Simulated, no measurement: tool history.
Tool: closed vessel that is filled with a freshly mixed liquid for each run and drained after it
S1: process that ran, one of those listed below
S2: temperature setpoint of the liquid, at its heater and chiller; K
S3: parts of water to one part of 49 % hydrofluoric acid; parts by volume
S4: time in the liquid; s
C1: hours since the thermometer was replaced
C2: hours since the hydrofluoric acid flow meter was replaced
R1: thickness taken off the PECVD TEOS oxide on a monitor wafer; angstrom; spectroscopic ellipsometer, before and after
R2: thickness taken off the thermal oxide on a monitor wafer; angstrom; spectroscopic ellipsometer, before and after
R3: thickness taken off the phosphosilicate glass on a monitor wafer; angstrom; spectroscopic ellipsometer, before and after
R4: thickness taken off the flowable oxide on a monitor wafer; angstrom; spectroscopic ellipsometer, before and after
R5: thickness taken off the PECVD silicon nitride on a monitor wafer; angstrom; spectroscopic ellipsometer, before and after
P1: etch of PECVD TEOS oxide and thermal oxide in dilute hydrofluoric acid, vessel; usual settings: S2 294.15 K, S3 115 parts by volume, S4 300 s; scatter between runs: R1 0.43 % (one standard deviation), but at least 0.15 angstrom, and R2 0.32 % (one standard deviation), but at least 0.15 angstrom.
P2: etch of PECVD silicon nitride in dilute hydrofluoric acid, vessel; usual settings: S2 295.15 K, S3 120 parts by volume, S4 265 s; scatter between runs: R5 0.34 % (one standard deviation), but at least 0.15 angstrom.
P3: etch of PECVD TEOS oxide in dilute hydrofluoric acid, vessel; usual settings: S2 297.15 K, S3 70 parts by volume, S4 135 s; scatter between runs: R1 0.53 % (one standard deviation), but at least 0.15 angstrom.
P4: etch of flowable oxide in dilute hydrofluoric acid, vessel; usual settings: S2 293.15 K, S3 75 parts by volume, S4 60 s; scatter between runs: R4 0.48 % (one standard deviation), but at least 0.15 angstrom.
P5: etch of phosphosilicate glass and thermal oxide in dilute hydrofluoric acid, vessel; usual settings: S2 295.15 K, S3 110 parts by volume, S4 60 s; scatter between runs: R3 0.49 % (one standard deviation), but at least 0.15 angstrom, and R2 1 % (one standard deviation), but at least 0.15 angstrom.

run   hour  S1      S2   S3   S4     C1      C2       R1       R2       R3      R4       R5
  1    9.2  P1  294.15  115  300  215.1   641.9   542.72  106.170
  2   19.3  P1  294.15  115  300  225.2   652.0   537.71  106.690
  3   29.9  P1  290.15  115  300  235.8   662.6   458.81   90.531
  4   42.6  P5  295.15   40   60  248.5   675.3            70.911  2960.40
  5   54.9  P3  292.15   70  135  260.8   687.6   202.16
  6   68.2  P1  294.15   55  300  274.1   700.9  1200.30  239.420
  7   75.6  P1  299.15  115  150  281.5   708.3   327.63   65.055
  8   87.7  P3  297.15  100  135  293.6   720.4   165.60
  9   95.9  P3  297.15   70  135  301.8   728.6   248.64
 10  108.6  P4  293.15  105   60  314.5   741.3                             201.08
 11  122.4  P2  303.15  120  265  328.3   755.1                                     109.390
 12  133.7  P5  295.15  110   60  339.6   766.4            23.474   993.09
 13  141.6  P3  297.15   70  215  347.5   774.3   394.54
 14  154.0  P1  294.15  115  300  359.9   786.7   541.70  106.990
 15  167.1  P2  295.15   60  265  373.0   799.8                                     130.060
 16  178.2  P5  295.15  110   60  384.1   810.9            23.924  1000.80
 17  191.1  P1  294.15  115  300  397.0   823.8   537.91  107.040
 18  201.1  P5  295.15  110   30  407.0   833.8            11.894   491.67
 19  213.2  P4  290.15   75   60  419.1   845.9                             255.63
 20  223.1  P2  295.15  120  105  429.0   855.8                                      26.053
 21  230.3  P4  293.15   75   90  436.2   863.0                             441.18
 22  240.2  P1  294.15  115  595  446.1   872.9  1072.30  210.820
 23  249.5  P4  293.15   75   60  455.4   882.2                             289.10
 24  265.5  P1  290.15  115  505  471.4   898.2   768.77  152.540
 25  279.0  P1  301.65  115  300  484.9   911.7   719.08  142.040
 26  295.5  P2  295.15  120  265  501.4   928.2                                      65.324
 27  303.2  P1  294.15  195  125  509.1   935.9   122.68   23.813
 28  311.4  P5  290.15  110   60  517.3   944.1            18.548   818.29
 29  324.8  P1  294.15  115  300  530.7   957.5   545.94  107.330
 30  333.6  P1  294.15  115  145  539.5   966.3   261.67   51.475
 31  344.0  P1  294.15  180  300  549.9   976.7   321.92   63.557
 32  358.4  P1  294.15  115  300  564.3   991.1   540.73  106.980
 33  372.4  P1  294.15  115  300  578.3  1005.1   539.43  106.820
 34  385.0  P1  294.15  115  300  590.9  1017.7   559.01  111.440
 35  400.2  P1  294.15  115  300  606.1  1032.9   576.38  114.010
 36  413.8  P1  294.15  115  300  619.7  1046.5   586.53  115.330
 37  424.6  P1  294.15  115  300  630.5  1057.3   587.42  116.270
 38  440.8  P1  294.15  115  300  646.7  1073.5   593.70  116.430
 39  450.0  P1  294.15  115  300  655.9  1082.7   591.75  117.110
 40  458.3  P1  294.15  115  300  664.2  1091.0   595.33  116.600

What P1 gives has crept away from where it was. These 2 causes fit the log equally well, each at the size given:
A: hydrofluoric acid flow above the setpoint (%) = 8.51
B: liquid hotter than its thermometer reads (K) = 2.31
The process output started creeping at around hour 372.4.

4 check runs are offered, one wafer each, their results left as question marks. Which one tells the causes apart?
check 1  466.6  P3  297.15   70  135           ?
check 2  466.6  P2  295.15  120  265                           ?
check 3  466.6  P5  295.15  110   60               ?   ?
check 4  466.6  P4  293.15   75   60                       ?

If the cause were each of the candidates in turn, the checks would give the following:
  check  result     if A     if B
check 1      R1   272.17   273.24
check 2      R5   70.901   76.180
check 3      R2   25.904   25.900
check 3      R3  1086.60  1086.40
check 4      R4   319.15   321.40
Gap, in per cent, between the two causes that each check separates least, read from the result that separates them most: check 1 0.39 %; check 2 7.18 %; check 3 0.02 %; check 4 0.7 %
Check 2 distinguishes between the causes, while the remaining checks would return nearly the same result for all of them.

Check 2 has now been run. It gave: R5 76.573 angstrom. Which of the candidate causes is it?

The cause is B: liquid hotter than its thermometer reads (K).
